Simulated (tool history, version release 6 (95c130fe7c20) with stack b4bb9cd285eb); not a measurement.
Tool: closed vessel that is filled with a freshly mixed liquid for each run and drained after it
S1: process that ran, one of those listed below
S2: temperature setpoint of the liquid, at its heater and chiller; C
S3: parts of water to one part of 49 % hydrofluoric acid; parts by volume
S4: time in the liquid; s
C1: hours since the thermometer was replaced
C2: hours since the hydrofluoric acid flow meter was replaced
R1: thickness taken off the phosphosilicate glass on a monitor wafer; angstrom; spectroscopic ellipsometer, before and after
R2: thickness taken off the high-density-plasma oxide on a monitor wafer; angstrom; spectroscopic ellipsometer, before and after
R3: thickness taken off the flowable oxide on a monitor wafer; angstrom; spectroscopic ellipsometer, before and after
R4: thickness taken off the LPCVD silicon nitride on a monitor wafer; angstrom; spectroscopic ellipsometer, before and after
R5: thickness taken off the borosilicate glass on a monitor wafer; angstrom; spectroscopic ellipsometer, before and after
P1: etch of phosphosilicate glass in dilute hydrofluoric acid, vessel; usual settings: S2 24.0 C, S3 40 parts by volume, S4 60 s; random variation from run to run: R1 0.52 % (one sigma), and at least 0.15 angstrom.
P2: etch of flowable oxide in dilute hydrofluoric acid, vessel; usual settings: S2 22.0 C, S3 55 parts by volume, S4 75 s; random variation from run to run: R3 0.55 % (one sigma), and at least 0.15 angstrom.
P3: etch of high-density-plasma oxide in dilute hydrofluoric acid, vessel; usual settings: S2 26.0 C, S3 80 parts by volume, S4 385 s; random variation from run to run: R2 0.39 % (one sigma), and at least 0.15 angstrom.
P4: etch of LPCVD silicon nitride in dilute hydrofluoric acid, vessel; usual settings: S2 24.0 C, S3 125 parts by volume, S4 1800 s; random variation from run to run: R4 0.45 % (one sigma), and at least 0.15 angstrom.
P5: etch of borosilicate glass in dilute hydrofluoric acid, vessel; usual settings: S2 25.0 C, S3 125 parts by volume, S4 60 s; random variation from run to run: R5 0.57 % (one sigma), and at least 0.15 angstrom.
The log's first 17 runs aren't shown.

Run 18, hour 145.8: S1 P1, S2 24.0 C, S3 40 parts by volume, S4 30 s; C1 336.0; C2 538.6. Result: R1 1137.9 angstrom.
Run 19, hour 155.4: S1 P5, S2 25.0 C, S3 125 parts by volume, S4 30 s; C1 345.6; C2 548.2. Result: R5 122.37 angstrom.
Run 20, hour 162.5: S1 P1, S2 28.0 C, S3 40 parts by volume, S4 60 s; C1 352.7; C2 555.3. Result: R1 2688.6 angstrom.
Run 21, hour 170.6: S1 P4, S2 24.0 C, S3 125 parts by volume, S4 80 s; C1 360.8; C2 563.4. Result: R4 3.4837 angstrom.
Run 22, hour 177.3: S1 P2, S2 30.0 C, S3 55 parts by volume, S4 75 s; C1 367.5; C2 570.1. Result: R3 755.76 angstrom.
Run 23, hour 187.1: S1 P1, S2 24.0 C, S3 40 parts by volume, S4 60 s; C1 377.3; C2 579.9. Result: R1 2286.8 angstrom.
Run 24, hour 193.6: S1 P1, S2 27.5 C, S3 40 parts by volume, S4 85 s; C1 383.8; C2 586.4. Result: R1 3729.5 angstrom.
Run 25, hour 199.2: S1 P1, S2 24.0 C, S3 25 parts by volume, S4 95 s; C1 389.4; C2 592.0. Result: R1 5873.2 angstrom.
Run 26, hour 206.0: S1 P5, S2 30.0 C, S3 125 parts by volume, S4 60 s; C1 396.2; C2 598.8. Result: R5 296.69 angstrom.
Run 27, hour 216.7: S1 P1, S2 24.0 C, S3 40 parts by volume, S4 60 s; C1 406.9; C2 609.5. Result: R1 2268.3 angstrom.
Run 28, hour 227.7: S1 P1, S2 24.0 C, S3 20 parts by volume, S4 60 s; C1 417.9; C2 620.5. Result: R1 4648.3 angstrom.
Run 29, hour 238.5: S1 P1, S2 24.0 C, S3 40 parts by volume, S4 60 s; C1 428.7; C2 631.3. Result: R1 2287.8 angstrom.
Run 30, hour 248.3: S1 P1, S2 24.0 C, S3 40 parts by volume, S4 60 s; C1 438.5; C2 641.1. Result: R1 2282.9 angstrom.

Run 31 comes next. What will it give?
Run 31, hour 256.1: S1 P1, S2 24.0 C, S3 40 parts by volume, S4 60 s; C1 446.3; C2 648.9. Result: R1 ?.

Run 31 gave R1 2348.4 angstrom.
